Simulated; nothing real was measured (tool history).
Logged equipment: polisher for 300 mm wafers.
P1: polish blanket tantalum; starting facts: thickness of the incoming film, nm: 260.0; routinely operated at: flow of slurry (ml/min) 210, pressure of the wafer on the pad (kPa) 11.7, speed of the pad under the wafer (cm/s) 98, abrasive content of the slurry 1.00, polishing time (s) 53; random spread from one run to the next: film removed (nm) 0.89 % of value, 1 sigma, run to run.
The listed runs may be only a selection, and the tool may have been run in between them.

run	hour	flow of slurry (ml/min)	pressure of the wafer on the pad (kPa)	speed of the pad under the wafer (cm/s)	abrasive content of the slurry	polishing time (s)	wafers polished on this pad	hours since the slurry nozzle was cleaned	hours since the head pressure was calibrated	hours since the slurry blender was calibrated	film removed (nm)
1	6.4	210	11.7	98	1.00	53	702	445.8	668.4	186.9	65.755
2	9.9	210	11.7	46	1.00	53	730	449.3	671.9	190.4	30.568
3	17.6	210	11.7	98	1.00	53	791	457.0	679.6	198.1	65.452
# hour 19.8: worn pad replaced by a new one
4	21.6	210	8.3	98	1.00	53	14	461.0	683.6	202.1	46.242
5	25.5	210	11.7	152	1.00	53	45	464.9	687.5	206.0	102.480
6	29.7	130	11.7	98	1.00	53	79	469.1	691.7	210.2	62.050
7	33.4	210	11.7	98	1.00	53	109	472.8	695.4	213.9	66.191
8	39.5	210	11.7	98	1.00	69	157	478.9	701.5	220.0	85.304
9	46.7	330	11.7	98	1.00	53	215	486.1	708.7	227.2	68.309
10	50.4	210	11.7	98	1.50	53	244	489.8	712.4	230.9	72.306
11	58.0	210	17.9	98	1.00	53	305	497.4	720.0	238.5	101.250
12	63.5	210	11.7	98	0.75	53	349	502.9	725.5	244.0	59.355
13	69.1	210	11.7	98	1.00	53	394	508.5	731.1	249.6	65.967
14	75.0	210	11.7	98	1.00	34	441	514.4	737.0	255.5	42.037
15	82.2	210	11.7	122	0.55	53	498	521.6	744.2	262.7	66.057
16	87.2	210	11.7	98	1.00	53	538	526.6	749.2	267.7	66.441
17	93.0	210	11.7	98	1.00	53	584	532.4	755.0	273.5	63.791
18	99.1	210	11.7	98	1.00	53	633	538.5	761.1	279.6	61.429
19	105.9	210	11.7	98	1.00	53	687	545.3	767.9	286.4	60.715
# hour 107.7: slurry nozzle cleaned
# hour 108.5: worn pad replaced by a new one
20	111.4	210	11.7	98	1.00	53	23	3.8	773.4	291.9	59.674
21	116.9	210	11.7	98	1.00	53	67	9.3	778.9	297.4	58.567
22	120.8	210	11.7	98	1.00	53	98	13.2	782.8	301.3	58.086
23	127.9	210	11.7	98	1.00	53	155	20.3	789.9	308.4	58.015
24	131.8	210	11.7	98	1.00	53	186	24.2	793.8	312.3	58.563

The output of P1 has drifted from where it used to be. Each of the 2 causes below, taken at the size shown beside it, accounts for the log equally well:
A: abrasive missing from the slurry, % = 31.4
B: head's pressure below its setpoint, % = 11.6
The onset of the drift is placed at about hour 87.2.
Ruled out, with reasons:
removal rate lost through wear of the pad, %: serviced at hour 108.5, after the change had begun; the process did not return to its earlier output
slurry flow missing at the pad, %: serviced at hour 107.7, after the change had begun; the process did not return to its earlier output

The list below offers 4 check runs, each averaging the results of 5 wafers, and shows each result as a question mark. For which of them would the listed causes give clearly different results?
check 1	135.7	330	11.7	98	1.00	53					?
check 2	135.7	210	16.5	146	1.00	53					?
check 3	135.7	210	11.7	48	1.00	37					?
check 4	135.7	210	11.7	118	1.45	53					?

What every check run would give for each of its results, assuming each possible cause in turn:
check	result	if A	if B
check 1	film removed (nm)	61.026	61.002
check 2	film removed (nm)	122.490	122.440
check 3	film removed (nm)	19.914	19.906
check 4	film removed (nm)	79.175	76.917
Gap, in per cent, between the two causes that each check separates least, read from the result that separates them most: check 1 0.04 %; check 2 0.04 %; check 3 0.04 %; check 4 2.89 %
The causes can be told apart only by check 4. The other checks would give nearly the same results under each of them.

Here is what check 4 returned: film removed (nm) 79.478. Which cause is it?

Of the candidate causes, it is A: abrasive missing from the slurry, %.

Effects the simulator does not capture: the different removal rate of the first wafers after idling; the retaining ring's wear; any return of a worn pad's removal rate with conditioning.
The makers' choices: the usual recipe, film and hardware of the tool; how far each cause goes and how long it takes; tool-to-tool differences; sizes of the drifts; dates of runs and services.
